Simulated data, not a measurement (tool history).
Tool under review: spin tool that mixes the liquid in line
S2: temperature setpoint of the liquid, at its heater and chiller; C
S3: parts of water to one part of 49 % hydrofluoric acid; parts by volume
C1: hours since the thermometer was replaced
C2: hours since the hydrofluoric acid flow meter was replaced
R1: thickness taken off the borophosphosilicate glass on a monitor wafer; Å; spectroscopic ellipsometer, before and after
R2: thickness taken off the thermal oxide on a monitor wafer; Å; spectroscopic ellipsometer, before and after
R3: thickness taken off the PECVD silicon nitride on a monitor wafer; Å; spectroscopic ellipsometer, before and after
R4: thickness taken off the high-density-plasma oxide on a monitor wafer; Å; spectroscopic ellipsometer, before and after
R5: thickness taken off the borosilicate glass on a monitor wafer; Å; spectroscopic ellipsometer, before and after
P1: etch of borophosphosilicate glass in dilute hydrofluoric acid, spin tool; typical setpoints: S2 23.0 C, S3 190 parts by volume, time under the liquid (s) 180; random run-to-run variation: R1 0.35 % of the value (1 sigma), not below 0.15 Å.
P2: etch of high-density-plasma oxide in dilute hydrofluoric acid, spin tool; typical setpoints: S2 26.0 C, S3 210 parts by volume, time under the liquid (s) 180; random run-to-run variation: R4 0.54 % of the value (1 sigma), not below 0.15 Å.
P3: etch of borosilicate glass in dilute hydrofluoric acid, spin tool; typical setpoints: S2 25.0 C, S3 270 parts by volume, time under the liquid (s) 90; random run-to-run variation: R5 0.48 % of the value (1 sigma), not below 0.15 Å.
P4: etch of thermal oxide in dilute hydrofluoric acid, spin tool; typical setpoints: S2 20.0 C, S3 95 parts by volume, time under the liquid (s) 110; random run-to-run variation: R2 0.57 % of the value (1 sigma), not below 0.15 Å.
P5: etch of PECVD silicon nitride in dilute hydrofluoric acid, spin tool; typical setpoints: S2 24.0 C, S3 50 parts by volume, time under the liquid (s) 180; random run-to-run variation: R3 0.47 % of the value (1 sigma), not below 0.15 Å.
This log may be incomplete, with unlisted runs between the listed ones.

run 1 day=0.258 | process_that_ran=P1 S2=23.0 S3=190 time_under_the_liquid_(s)=180 | C1=966.9 C2=614.2 | R1=500.470
run 2 day=0.533 | process_that_ran=P4 S2=20.0 S3=95 time_under_the_liquid_(s)=215 | C1=973.5 C2=620.8 | R2=94.420
run 3 day=0.758 | process_that_ran=P5 S2=24.0 S3=50 time_under_the_liquid_(s)=70 | C1=978.9 C2=626.2 | R3=58.83
run 4 day=1.050 | process_that_ran=P1 S2=23.0 S3=190 time_under_the_liquid_(s)=180 | C1=985.9 C2=633.2 | R1=498.440
run 5 day=1.267 | process_that_ran=P2 S2=26.0 S3=210 time_under_the_liquid_(s)=55 | C1=991.1 C2=638.4 | R4=20.707
run 6 day=1.542 | process_that_ran=P1 S2=23.0 S3=190 time_under_the_liquid_(s)=180 | C1=997.7 C2=645.0 | R1=501.260
run 7 day=1.683 | process_that_ran=P1 S2=23.0 S3=190 time_under_the_liquid_(s)=15 | C1=1001.1 C2=648.4 | R1=41.675
run 8 day=1.975 | process_that_ran=P5 S2=32.5 S3=50 time_under_the_liquid_(s)=180 | C1=1008.1 C2=655.4 | R3=267.09
run 9 day=2.204 | process_that_ran=P1 S2=23.0 S3=190 time_under_the_liquid_(s)=180 | C1=1013.6 C2=660.9 | R1=503.280
run 10 day=2.525 | process_that_ran=P1 S2=23.0 S3=190 time_under_the_liquid_(s)=325 | C1=1021.3 C2=668.6 | R1=900.970
run 11 day=2.738 | process_that_ran=P1 S2=29.0 S3=190 time_under_the_liquid_(s)=180 | C1=1026.4 C2=673.7 | R1=621.780
run 12 day=2.888 | process_that_ran=P4 S2=17.0 S3=95 time_under_the_liquid_(s)=110 | C1=1030.0 C2=677.3 | R2=43.189
run 13 day=3.154 | process_that_ran=P1 S2=27.5 S3=275 time_under_the_liquid_(s)=180 | C1=1036.4 C2=683.7 | R1=371.580
run 14 day=3.462 | process_that_ran=P1 S2=29.0 S3=60 time_under_the_liquid_(s)=180 | C1=1043.8 C2=691.1 | R1=2345.500
run 15 day=3.671 | process_that_ran=P3 S2=25.0 S3=270 time_under_the_liquid_(s)=40 | C1=1048.8 C2=696.1 | R5=53.484
run 16 day=3.888 | process_that_ran=P3 S2=25.0 S3=270 time_under_the_liquid_(s)=90 | C1=1054.0 C2=701.3 | R5=120.340
run 17 day=4.133 | process_that_ran=P5 S2=24.0 S3=50 time_under_the_liquid_(s)=180 | C1=1059.9 C2=707.2 | R3=150.63
run 18 day=4.375 | process_that_ran=P1 S2=17.0 S3=190 time_under_the_liquid_(s)=180 | C1=1065.7 C2=713.0 | R1=394.280
run 19 day=4.667 | process_that_ran=P5 S2=24.0 S3=20 time_under_the_liquid_(s)=180 | C1=1072.7 C2=720.0 | R3=370.94
run 20 day=4.946 | process_that_ran=P4 S2=20.0 S3=95 time_under_the_liquid_(s)=110 | C1=1079.4 C2=726.7 | R2=48.597
run 21 day=5.242 | process_that_ran=P1 S2=23.0 S3=80 time_under_the_liquid_(s)=180 | C1=1086.5 C2=733.8 | R1=1356.400
run 22 day=5.500 | process_that_ran=P2 S2=26.0 S3=210 time_under_the_liquid_(s)=180 | C1=1092.7 C2=740.0 | R4=68.484
run 23 day=5.808 | process_that_ran=P3 S2=25.0 S3=100 time_under_the_liquid_(s)=90 | C1=1100.1 C2=747.4 | R5=388.060
run 24 day=6.117 | process_that_ran=P4 S2=20.0 S3=95 time_under_the_liquid_(s)=110 | C1=1107.5 C2=754.8 | R2=48.088
run 25 day=6.317 | process_that_ran=P3 S2=32.5 S3=270 time_under_the_liquid_(s)=90 | C1=1112.3 C2=759.6 | R5=154.630

What will run 26 give?
run 26 day=6.583 | process_that_ran=P4 S2=20.0 S3=170 time_under_the_liquid_(s)=110 | C1=1118.7 C2=766.0 | R2=?

Run 26 produced R2 24.706 Å.
